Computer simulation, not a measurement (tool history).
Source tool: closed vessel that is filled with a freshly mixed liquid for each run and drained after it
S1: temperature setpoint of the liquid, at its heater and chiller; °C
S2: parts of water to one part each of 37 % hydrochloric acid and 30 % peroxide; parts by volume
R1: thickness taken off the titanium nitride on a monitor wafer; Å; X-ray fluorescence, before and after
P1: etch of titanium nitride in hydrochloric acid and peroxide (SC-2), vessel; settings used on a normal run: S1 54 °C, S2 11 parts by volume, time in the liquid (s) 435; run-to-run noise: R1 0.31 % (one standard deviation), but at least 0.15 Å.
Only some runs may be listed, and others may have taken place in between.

Run 1, day 0.296: S1 54 °C, S2 11 parts by volume, time in the liquid (s) 435. Result: R1 144.8 Å.
Run 2, day 0.604: S1 45 °C, S2 15 parts by volume, time in the liquid (s) 435. Result: R1 60.389 Å.
Run 3, day 0.988: S1 54 °C, S2 19 parts by volume, time in the liquid (s) 435. Result: R1 89.362 Å.
Run 4, day 1.475: S1 54 °C, S2 4 parts by volume, time in the liquid (s) 435. Result: R1 312.32 Å.
Run 5, day 1.975: S1 54 °C, S2 11 parts by volume, time in the liquid (s) 435. Result: R1 144.72 Å.
Run 6, day 2.338: S1 54 °C, S2 11 parts by volume, time in the liquid (s) 800. Result: R1 265.13 Å.
Run 7, day 2.65: S1 54 °C, S2 11 parts by volume, time in the liquid (s) 30. Result: R1 9.9228 Å.
Run 8, day 3.175: S1 54 °C, S2 11 parts by volume, time in the liquid (s) 435. Result: R1 144.79 Å.
Run 9, day 3.704: S1 54 °C, S2 11 parts by volume, time in the liquid (s) 435. Result: R1 144.86 Å.
Run 10, day 4.238: S1 54 °C, S2 11 parts by volume, time in the liquid (s) 435. Result: R1 143.81 Å.
Run 11, day 4.596: S1 66.5 °C, S2 11 parts by volume, time in the liquid (s) 435. Result: R1 315.4 Å.
Run 12, day 4.933: S1 40.5 °C, S2 11 parts by volume, time in the liquid (s) 435. Result: R1 57.3 Å.
Run 13, day 5.233: S1 54 °C, S2 11 parts by volume, time in the liquid (s) 435. Result: R1 144.72 Å.
Run 14, day 5.662: S1 54 °C, S2 11 parts by volume, time in the liquid (s) 435. Result: R1 152.05 Å.
Run 15, day 5.954: S1 54 °C, S2 11 parts by volume, time in the liquid (s) 435. Result: R1 154.29 Å.
Run 16, day 6.238: S1 54 °C, S2 11 parts by volume, time in the liquid (s) 435. Result: R1 156.83 Å.

Run 17 comes next. What will it give?
Run 17, day 6.733: S1 54 °C, S2 11 parts by volume, time in the liquid (s) 435. Result: R1 ?.

R1: 156.86 Å
